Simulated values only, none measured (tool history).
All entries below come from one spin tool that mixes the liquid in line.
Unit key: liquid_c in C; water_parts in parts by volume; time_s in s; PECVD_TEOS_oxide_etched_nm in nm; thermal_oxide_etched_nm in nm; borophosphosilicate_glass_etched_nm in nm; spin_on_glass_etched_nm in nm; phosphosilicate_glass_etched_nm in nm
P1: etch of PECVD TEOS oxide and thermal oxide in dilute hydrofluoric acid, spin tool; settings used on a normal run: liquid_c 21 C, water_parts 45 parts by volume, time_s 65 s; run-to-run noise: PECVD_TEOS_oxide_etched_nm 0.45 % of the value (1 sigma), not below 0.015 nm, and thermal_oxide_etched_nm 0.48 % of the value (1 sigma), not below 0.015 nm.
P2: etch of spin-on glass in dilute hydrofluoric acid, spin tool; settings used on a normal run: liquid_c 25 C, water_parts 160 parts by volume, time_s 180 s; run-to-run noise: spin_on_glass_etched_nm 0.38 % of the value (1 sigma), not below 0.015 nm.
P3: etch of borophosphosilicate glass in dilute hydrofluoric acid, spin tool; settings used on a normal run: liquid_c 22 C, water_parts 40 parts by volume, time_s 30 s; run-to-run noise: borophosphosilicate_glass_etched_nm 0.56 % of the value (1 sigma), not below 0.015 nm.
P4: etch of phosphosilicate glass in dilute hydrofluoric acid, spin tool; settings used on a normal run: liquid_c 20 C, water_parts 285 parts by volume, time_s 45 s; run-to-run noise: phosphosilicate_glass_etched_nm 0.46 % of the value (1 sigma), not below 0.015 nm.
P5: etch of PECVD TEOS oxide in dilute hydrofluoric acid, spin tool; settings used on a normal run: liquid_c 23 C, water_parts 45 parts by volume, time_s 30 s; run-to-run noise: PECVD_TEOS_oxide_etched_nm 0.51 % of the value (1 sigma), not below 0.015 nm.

run	day	process	liquid_c	water_parts	time_s	hours since the thermometer was replaced	hours since the hydrofluoric acid flow meter was replaced	PECVD_TEOS_oxide_etched_nm	thermal_oxide_etched_nm	borophosphosilicate_glass_etched_nm	spin_on_glass_etched_nm	phosphosilicate_glass_etched_nm
1	0.296	P1	21	45	65	332.1	447.2	29.564	6.3722			
2	0.658	P3	22	40	60	340.8	455.9			117.86		
3	0.938	P1	21	45	65	347.5	462.6	29.866	6.4147			
4	1.188	P1	21	45	65	353.5	468.6	29.767	6.4347			
5	1.421	P1	21	75	65	359.1	474.2	17.161	3.6657			
6	1.762	P1	21	45	65	367.3	482.4	29.565	6.3425			
7	2.012	P3	17	40	30	373.3	488.4			46.433		
8	2.196	P3	22	20	30	377.7	492.8			119.58		
9	2.4	P5	23	45	30	382.6	497.7	12.919				
10	2.767	P1	17	45	65	391.4	506.5	25.107	5.3621			
11	3.012	P5	23	45	60	397.3	512.4	25.89				
12	3.204	P1	21	45	65	401.9	517	29.874	6.3916			
13	3.396	P3	22	40	30	406.5	521.6			58.996		
14	3.654	P2	25	45	180	412.7	527.8				162.91	
15	3.979	P5	23	75	30	420.5	535.6	7.4782				
16	4.204	P5	19	45	30	425.9	541	10.952				
# day 4.517: thermometer replaced
17	4.542	P2	25	160	180	0.6	549.1				39.473	
18	4.8	P4	20	490	45	6.8	555.3					7.5343
19	4.975	P1	29	45	65	11	559.5	41.282	8.8908			
20	5.304	P2	17.5	160	180	18.9	567.4				29.088	
21	5.658	P1	21	45	65	27.4	575.9	29.832	6.3739			
22	5.9	P3	22	40	30	33.2	581.7			58.766		

Predict the results of run 23:
23	6.229	P1	21	45	35	41.1	589.6	?	?			

Run 23 came out at PECVD_TEOS_oxide_etched_nm 16.012 nm, thermal_oxide_etched_nm 3.4426 nm.

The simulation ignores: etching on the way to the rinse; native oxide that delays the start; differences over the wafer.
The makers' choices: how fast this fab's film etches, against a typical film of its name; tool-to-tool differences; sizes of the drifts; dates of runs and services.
